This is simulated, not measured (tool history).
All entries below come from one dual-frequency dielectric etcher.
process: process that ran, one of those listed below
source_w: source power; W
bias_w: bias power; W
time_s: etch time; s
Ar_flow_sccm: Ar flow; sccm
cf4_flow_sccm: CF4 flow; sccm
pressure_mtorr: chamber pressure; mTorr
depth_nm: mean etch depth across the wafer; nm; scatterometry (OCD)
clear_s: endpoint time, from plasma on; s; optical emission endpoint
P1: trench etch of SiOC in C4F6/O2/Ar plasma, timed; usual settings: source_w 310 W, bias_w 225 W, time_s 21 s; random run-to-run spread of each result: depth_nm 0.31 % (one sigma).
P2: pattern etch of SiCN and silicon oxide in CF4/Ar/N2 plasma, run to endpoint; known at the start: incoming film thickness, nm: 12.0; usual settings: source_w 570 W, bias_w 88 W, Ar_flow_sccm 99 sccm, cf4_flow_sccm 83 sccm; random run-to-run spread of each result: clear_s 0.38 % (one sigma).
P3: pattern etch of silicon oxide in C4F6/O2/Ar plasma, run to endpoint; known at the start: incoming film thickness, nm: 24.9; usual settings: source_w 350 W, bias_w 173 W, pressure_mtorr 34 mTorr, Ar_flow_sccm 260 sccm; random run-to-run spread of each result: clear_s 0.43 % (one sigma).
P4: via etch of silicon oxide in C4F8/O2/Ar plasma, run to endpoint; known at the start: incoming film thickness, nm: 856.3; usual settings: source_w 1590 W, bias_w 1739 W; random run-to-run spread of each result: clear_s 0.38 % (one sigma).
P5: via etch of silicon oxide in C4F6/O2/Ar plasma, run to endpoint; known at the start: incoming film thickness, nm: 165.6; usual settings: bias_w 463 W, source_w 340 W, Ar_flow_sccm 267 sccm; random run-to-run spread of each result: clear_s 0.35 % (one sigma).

run	day	process	source_w	bias_w	time_s	Ar_flow_sccm	cf4_flow_sccm	pressure_mtorr	depth_nm	clear_s
1	0.204	P1	310	225	21				42.572	
2	0.4	P1	310	176	21				38.966	
3	0.667	P1	310	225	21				42.713	
4	0.879	P1	310	225	21				42.287	
5	1.146	P1	310	225	21				42.365	
6	1.362	P2	570	88		99	59			11.057
7	1.625	P1	310	225	21				42.394	
8	1.933	P3	350	120		260		34		9.4135
9	2.138	P3	500	173		260		34		7.3539
10	2.358	P4	1590	1130						215.83
11	2.512	P2	570	88		99	83			10.539
12	2.679	P5	340	463		344				41.556
13	2.846	P2	700	88		99	83			8.8033
14	2.983	P4	1980	1739						176.77
15	3.167	P3	350	173		260		44.5		8.6402
16	3.446	P5	340	282		267				48.669
17	3.725	P1	310	225	30.5				61.197	
18	4.021	P3	350	173		260		34		8.3765
19	4.204	P2	570	119		99	83			9.5476
20	4.475	P4	1590	1739						191.12
21	4.617	P1	390	225	11.5				25.441	
22	4.854	P1	190	225	29.5				49.528	
23	5.146	P3	350	173		199		34		8.1765
24	5.462	P2	570	88		134	83			11.099
25	5.738	P1	310	280	21				45.858	
26	5.917	P5	340	463		267				40.154

The next listed run, before its measurement:
27	6.121	P1	420	225	21				?	

depth_nm: 47.733 nm
